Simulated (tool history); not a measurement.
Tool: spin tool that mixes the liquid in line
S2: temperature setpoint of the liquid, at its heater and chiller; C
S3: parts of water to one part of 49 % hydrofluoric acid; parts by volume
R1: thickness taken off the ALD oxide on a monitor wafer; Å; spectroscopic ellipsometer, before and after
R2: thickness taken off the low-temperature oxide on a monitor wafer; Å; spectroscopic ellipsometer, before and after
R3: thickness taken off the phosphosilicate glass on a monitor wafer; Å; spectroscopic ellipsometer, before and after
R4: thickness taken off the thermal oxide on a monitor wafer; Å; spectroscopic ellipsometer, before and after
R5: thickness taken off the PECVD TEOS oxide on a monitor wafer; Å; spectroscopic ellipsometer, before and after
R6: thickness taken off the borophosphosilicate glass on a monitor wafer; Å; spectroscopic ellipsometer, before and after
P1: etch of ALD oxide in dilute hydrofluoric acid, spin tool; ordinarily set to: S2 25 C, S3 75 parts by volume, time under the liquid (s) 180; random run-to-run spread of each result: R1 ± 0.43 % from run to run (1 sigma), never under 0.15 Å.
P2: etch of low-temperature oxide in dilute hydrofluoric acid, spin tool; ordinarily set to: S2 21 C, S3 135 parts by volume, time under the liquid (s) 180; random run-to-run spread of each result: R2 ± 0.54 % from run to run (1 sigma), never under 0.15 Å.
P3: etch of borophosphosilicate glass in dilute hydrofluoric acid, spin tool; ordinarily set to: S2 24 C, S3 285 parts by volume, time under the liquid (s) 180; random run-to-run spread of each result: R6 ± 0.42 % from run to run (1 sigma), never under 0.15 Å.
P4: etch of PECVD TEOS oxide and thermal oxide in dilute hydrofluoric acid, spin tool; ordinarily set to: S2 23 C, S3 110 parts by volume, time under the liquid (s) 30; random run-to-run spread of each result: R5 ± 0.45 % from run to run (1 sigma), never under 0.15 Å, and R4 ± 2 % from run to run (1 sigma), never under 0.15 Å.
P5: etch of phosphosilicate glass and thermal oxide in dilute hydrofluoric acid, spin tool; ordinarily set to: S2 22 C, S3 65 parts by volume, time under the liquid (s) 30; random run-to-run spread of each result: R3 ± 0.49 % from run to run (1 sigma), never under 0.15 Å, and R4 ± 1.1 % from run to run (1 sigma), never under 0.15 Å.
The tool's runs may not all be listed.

run 1 hour=9.9 | process_that_ran=P1 S2=25 S3=75 time_under_the_liquid_(s)=180 | R1=256.83
run 2 hour=20.3 | process_that_ran=P1 S2=31 S3=75 time_under_the_liquid_(s)=95 | R1=170.62
run 3 hour=31.8 | process_that_ran=P2 S2=21 S3=210 time_under_the_liquid_(s)=180 | R2=107.47
run 4 hour=44.3 | process_that_ran=P5 S2=22 S3=115 time_under_the_liquid_(s)=30 | R3=276.26 R4=11.81
-- hour=46.5 hydrofluoric acid flow meter replaced
run 5 hour=55.8 | process_that_ran=P1 S2=25 S3=75 time_under_the_liquid_(s)=180 | R1=257.47
run 6 hour=63.3 | process_that_ran=P4 S2=23 S3=110 time_under_the_liquid_(s)=30 | R4=11.78 R5=69.759
run 7 hour=70.6 | process_that_ran=P1 S2=20.5 S3=130 time_under_the_liquid_(s)=180 | R1=115.98
run 8 hour=81.8 | process_that_ran=P1 S2=25 S3=75 time_under_the_liquid_(s)=180 | R1=257.47
run 9 hour=95.8 | process_that_ran=P1 S2=25 S3=75 time_under_the_liquid_(s)=180 | R1=258.01
run 10 hour=107.2 | process_that_ran=P3 S2=24 S3=285 time_under_the_liquid_(s)=180 | R6=171.78
run 11 hour=119.9 | process_that_ran=P1 S2=25 S3=45 time_under_the_liquid_(s)=180 | R1=446.35
run 12 hour=127.1 | process_that_ran=P4 S2=23 S3=25 time_under_the_liquid_(s)=30 | R4=60.13 R5=343.92
run 13 hour=138.7 | process_that_ran=P5 S2=22 S3=65 time_under_the_liquid_(s)=30 | R3=520.52 R4=22
run 14 hour=148.7 | process_that_ran=P1 S2=25 S3=75 time_under_the_liquid_(s)=15 | R1=21.558
run 15 hour=160.2 | process_that_ran=P3 S2=24 S3=505 time_under_the_liquid_(s)=180 | R6=79.432
run 16 hour=170.2 | process_that_ran=P2 S2=17 S3=135 time_under_the_liquid_(s)=180 | R2=153.91
run 17 hour=182.8 | process_that_ran=P1 S2=25 S3=75 time_under_the_liquid_(s)=360 | R1=514.01
run 18 hour=191.8 | process_that_ran=P1 S2=25 S3=75 time_under_the_liquid_(s)=180 | R1=258.4
run 19 hour=201.7 | process_that_ran=P5 S2=27 S3=65 time_under_the_liquid_(s)=30 | R3=636.07 R4=26.383
run 20 hour=214.8 | process_that_ran=P1 S2=25 S3=135 time_under_the_liquid_(s)=180 | R1=133.5
run 21 hour=225 | process_that_ran=P1 S2=33 S3=75 time_under_the_liquid_(s)=180 | R1=351.72
run 22 hour=231.7 | process_that_ran=P5 S2=22 S3=65 time_under_the_liquid_(s)=15 | R3=259.84 R4=10.922
run 23 hour=245.2 | process_that_ran=P3 S2=17 S3=285 time_under_the_liquid_(s)=180 | R6=133.14
run 24 hour=255.1 | process_that_ran=P1 S2=20 S3=75 time_under_the_liquid_(s)=180 | R1=209.35
run 25 hour=262.1 | process_that_ran=P5 S2=22 S3=65 time_under_the_liquid_(s)=30 | R3=519.62 R4=21.975
run 26 hour=275.1 | process_that_ran=P1 S2=25 S3=75 time_under_the_liquid_(s)=180 | R1=257.66
run 27 hour=287.7 | process_that_ran=P3 S2=24 S3=285 time_under_the_liquid_(s)=290 | R6=277.95
run 28 hour=300.6 | process_that_ran=P2 S2=21 S3=135 time_under_the_liquid_(s)=180 | R2=181.44
run 29 hour=314.7 | process_that_ran=P4 S2=23 S3=110 time_under_the_liquid_(s)=15 | R4=6.2281 R5=34.884
run 30 hour=324.4 | process_that_ran=P4 S2=29 S3=110 time_under_the_liquid_(s)=30 | R4=15.821 R5=88.121
run 31 hour=335.1 | process_that_ran=P1 S2=25 S3=75 time_under_the_liquid_(s)=180 | R1=257.34
run 32 hour=342.1 | process_that_ran=P2 S2=21 S3=135 time_under_the_liquid_(s)=280 | R2=282.1

What does the tool deliver on the next run?
run 33 hour=355.5 | process_that_ran=P1 S2=25 S3=75 time_under_the_liquid_(s)=180 | R1=?

For run 33 the tool returned R1 259.42 Å.

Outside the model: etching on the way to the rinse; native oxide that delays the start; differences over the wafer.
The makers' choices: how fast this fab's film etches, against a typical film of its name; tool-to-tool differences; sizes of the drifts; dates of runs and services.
